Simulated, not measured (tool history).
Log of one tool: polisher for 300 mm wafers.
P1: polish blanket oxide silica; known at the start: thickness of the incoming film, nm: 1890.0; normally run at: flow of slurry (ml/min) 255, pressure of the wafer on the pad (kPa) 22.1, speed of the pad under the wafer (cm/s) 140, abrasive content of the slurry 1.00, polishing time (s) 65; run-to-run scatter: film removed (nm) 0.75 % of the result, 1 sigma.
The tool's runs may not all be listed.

run	hour	flow of slurry (ml/min)	pressure of the wafer on the pad (kPa)	speed of the pad under the wafer (cm/s)	abrasive content of the slurry	polishing time (s)	wafers polished on this pad	hours since the slurry nozzle was cleaned	hours since the head pressure was calibrated	hours since the slurry blender was calibrated	hours since the conditioning disc was replaced	film removed (nm)
1	14.3	255	22.1	140	1.00	65	386	93.5	604.4	112.9	162.9	221.660
2	26.3	255	22.1	140	1.00	65	484	105.5	616.4	124.9	174.9	221.790
3	33.9	350	22.1	140	1.00	65	546	113.1	624.0	132.5	182.5	228.550
4	47.0	255	22.1	102	1.00	30	653	126.2	637.1	145.6	195.6	79.682
5	54.1	255	22.1	140	1.25	33	711	133.3	644.2	152.7	202.7	125.620
6	67.5	155	22.1	140	1.00	65	820	146.7	657.6	166.1	216.1	208.990
7	79.2	255	22.1	140	1.00	65	915	158.4	669.3	177.8	227.8	223.340
8	86.7	255	15.2	140	1.00	65	977	165.9	676.8	185.3	235.3	153.380
9	96.4	255	22.1	186	1.00	65	1056	175.6	686.5	195.0	245.0	278.570
10	110.5	255	22.1	140	1.00	65	1171	189.7	700.6	209.1	259.1	223.970
11	119.2	255	22.1	140	1.00	65	1242	198.4	709.3	217.8	267.8	222.240
12	126.2	255	34.5	140	1.00	65	1299	205.4	716.3	224.8	274.8	349.730
13	140.5	255	22.1	96	1.00	65	1416	219.7	730.6	239.1	289.1	166.210
14	148.9	255	22.1	140	1.30	65	1484	228.1	739.0	247.5	297.5	248.240
15	160.6	255	22.1	140	1.00	65	1580	239.8	750.7	259.2	309.2	220.960
# hour 171.4: conditioning disc replaced and pad reconditioned
16	172.0	255	22.1	140	1.00	83	1673	251.2	762.1	270.6	0.7	285.430
17	179.5	255	22.1	140	1.00	31	1734	258.7	769.6	278.1	8.2	106.000
18	187.6	255	22.1	140	0.50	65	1800	266.8	777.7	286.2	16.3	152.450
19	197.9	255	22.1	140	1.00	65	1884	277.1	788.0	296.5	26.6	223.690
20	212.8	255	22.1	140	1.00	65	2006	292.0	802.9	311.4	41.5	212.820
21	224.8	255	22.1	140	1.00	65	2104	304.0	814.9	323.4	53.5	206.840
22	231.6	255	22.1	140	1.00	65	2159	310.8	821.7	330.2	60.3	203.090
23	238.5	255	22.1	140	1.00	65	2215	317.7	828.6	337.1	67.2	200.160
24	245.4	255	22.1	140	1.00	65	2272	324.6	835.5	344.0	74.1	200.010
# hour 254.2: head pressure recalibrated
# hour 256.8: conditioning disc replaced and pad reconditioned
25	260.1	255	22.1	140	1.00	65	2392	339.3	5.9	358.7	3.4	195.300
26	267.7	255	22.1	140	1.00	65	2454	346.9	13.5	366.3	11.0	197.450
27	274.9	255	22.1	140	1.00	65	2512	354.1	20.7	373.5	18.2	197.830
28	289.5	255	22.1	140	1.00	65	2632	368.7	35.3	388.1	32.8	193.390
29	296.9	255	22.1	140	1.00	65	2692	376.1	42.7	395.5	40.2	195.170
30	310.1	255	22.1	140	1.00	65	2800	389.3	55.9	408.7	53.4	193.070

What P1 gives has crept away from where it was. These 2 causes fit the log equally well, each at the size given:
A: abrasive missing from the slurry, % = 25.3
B: removal rate lost through wear of the pad, % = 13.3
The creep began at about hour 197.9.
Why every other cause is out:
slurry flow missing at the pad, %: at most 40, which would move film removed (nm) by -6.6 %: too little, or the wrong way
head's pressure below its setpoint, %: serviced at hour 254.2, which brought nothing back
time polished since the conditioner stopped cutting, s: serviced at hour 256.8, which brought nothing back

4 check runs are offered, each on 5 wafers whose results are averaged, their results left as question marks. Which one tells the causes apart?
check 1	323.3	255	17.9	140	0.70	65						?
check 2	323.3	195	22.1	140	1.00	65						?
check 3	323.3	345	22.1	140	1.00	65						?
check 4	323.3	310	22.1	140	1.00	65						?

What each check would give under each cause:
check	result	if A	if B
check 1	film removed (nm)	127.940	131.340
check 2	film removed (nm)	187.000	187.090
check 3	film removed (nm)	198.410	198.500
check 4	film removed (nm)	196.670	196.760
How far apart the two closest causes lie, in the result that separates them most: check 1 2.62 %; check 2 0.05 %; check 3 0.05 %; check 4 0.05 %
Only check 1 tells the causes apart: in the others they would give nearly the same result.

Then check 1 was run and gave: film removed (nm) 128.430. Which cause is it?

It is A: abrasive missing from the slurry, %.

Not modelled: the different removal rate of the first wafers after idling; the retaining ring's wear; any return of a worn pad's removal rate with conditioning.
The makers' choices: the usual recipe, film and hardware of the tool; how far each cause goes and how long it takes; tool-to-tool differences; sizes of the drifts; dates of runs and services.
